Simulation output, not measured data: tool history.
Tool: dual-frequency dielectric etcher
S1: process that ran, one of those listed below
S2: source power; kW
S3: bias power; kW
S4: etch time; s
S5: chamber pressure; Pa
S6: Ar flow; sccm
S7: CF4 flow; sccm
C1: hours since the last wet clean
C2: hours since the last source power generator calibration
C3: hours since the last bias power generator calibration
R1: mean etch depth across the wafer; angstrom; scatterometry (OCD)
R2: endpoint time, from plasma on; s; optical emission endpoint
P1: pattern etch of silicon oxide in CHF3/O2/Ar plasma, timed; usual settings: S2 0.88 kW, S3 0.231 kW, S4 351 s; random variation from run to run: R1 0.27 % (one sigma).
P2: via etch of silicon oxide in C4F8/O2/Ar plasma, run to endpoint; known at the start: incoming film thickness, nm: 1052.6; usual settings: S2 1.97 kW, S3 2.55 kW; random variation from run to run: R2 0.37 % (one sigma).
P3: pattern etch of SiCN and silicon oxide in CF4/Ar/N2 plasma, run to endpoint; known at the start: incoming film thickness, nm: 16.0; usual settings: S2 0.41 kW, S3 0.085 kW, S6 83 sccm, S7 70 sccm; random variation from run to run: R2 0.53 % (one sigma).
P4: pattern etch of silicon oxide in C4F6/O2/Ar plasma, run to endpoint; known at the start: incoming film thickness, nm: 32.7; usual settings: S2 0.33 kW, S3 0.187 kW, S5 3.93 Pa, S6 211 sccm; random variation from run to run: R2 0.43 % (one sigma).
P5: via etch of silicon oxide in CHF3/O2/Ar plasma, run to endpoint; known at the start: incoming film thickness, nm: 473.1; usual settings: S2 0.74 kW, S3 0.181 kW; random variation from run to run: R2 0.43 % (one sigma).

run	hour	S1	S2	S3	S4	S5	S6	S7	C1	C2	C3	R1	R2
1	7.2	P1	0.88	0.231	351				179	2379.1	1230.7	8607.4	
2	12.4	P2	1.97	2.55					184.2	2384.3	1235.9		195.44
3	17	P1	0.88	0.231	260				188.8	2388.9	1240.5	6413.4	
4	23	P4	0.33	0.187		3.93	298		194.8	2394.9	1246.5		11.189
5	26.8	P1	0.88	0.231	351				198.6	2398.7	1250.3	8652.2	
6	31.1	P4	0.33	0.125		3.93	211		202.9	2403	1254.6		12.31
# hour 35.6: wet clean of the chamber
7	38.7	P2	1.97	3.496					3.1	2410.6	1262.2		175.91
8	46.5	P1	0.88	0.231	351				10.9	2418.4	1270	8604.9	
9	50.7	P1	0.88	0.184	351				15.1	2422.6	1274.2	7953.2	
10	56.1	P1	0.88	0.231	351				20.5	2428	1279.6	8614.3	
11	63.3	P1	0.88	0.231	351				27.7	2435.2	1286.8	8591.5	
12	71.1	P5	0.74	0.245					35.5	2443	1294.6		200.71
13	75.3	P1	1.22	0.231	351				39.7	2447.2	1298.8	9752.9	
14	79.2	P5	1.03	0.181					43.6	2451.1	1302.7		195.56
15	83.7	P5	0.74	0.181					48.1	2455.6	1307.2		222.87
16	91	P3	0.41	0.085			63	70	55.4	2462.9	1314.5		18.056
17	95.7	P3	0.41	0.056			83	70	60.1	2467.6	1319.2		21.268
18	101.8	P1	0.88	0.192	255				66.2	2473.7	1325.3	5869.8	
19	107.9	P4	0.33	0.187		4.93	211		72.3	2479.8	1331.4		11.136
20	113.5	P1	0.71	0.231	351				77.9	2485.4	1337	7943.8	
21	119.4	P1	0.88	0.291	351				83.8	2491.3	1342.9	9286.8	
22	127	P4	0.33	0.187		3.93	211		91.4	2498.9	1350.5		10.8
23	131.5	P1	0.88	0.189	481.5				95.9	2503.4	1355	11052	
24	136.9	P1	0.88	0.231	351				101.3	2508.8	1360.4	8570.5	
25	141.2	P4	0.33	0.187		3.93	211		105.6	2513.1	1364.7		10.817
26	145.3	P1	0.88	0.231	351				109.7	2517.2	1368.8	8596.5	
27	150.8	P1	0.88	0.231	478				115.2	2522.7	1374.3	11739	
28	158.1	P3	0.41	0.085			83	70	122.5	2530	1381.6		18.758
# hour 159.5: source power generator calibrated
29	165.5	P4	0.27	0.187		3.93	211		129.9	6.1	1389		11.674
30	171.9	P2	1.21	2.55					136.3	12.5	1395.4		233.54
31	179	P3	0.53	0.085			83	70	143.4	19.6	1402.5		14.805
32	185.7	P2	1.97	2.55					150.1	26.3	1409.2		194.31
33	193	P3	0.41	0.085			83	85	157.4	33.6	1416.5		18.242
34	198.6	P1	0.88	0.231	351				163	39.2	1422.1	8624.6	
35	202.8	P1	0.88	0.231	351				167.2	43.4	1426.3	8612.9	
36	206.8	P1	0.88	0.231	351				171.2	47.4	1430.3	8644.8	
37	211.1	P1	0.88	0.231	351				175.5	51.7	1434.6	8657.8	
38	215.1	P1	0.88	0.231	351				179.5	55.7	1438.6	8695.8	

The next listed run, before its measurement:
39	222.5	P1	0.88	0.231	351				186.9	63.1	1446	?	

Run 39 gave R1 8744.9 angstrom.
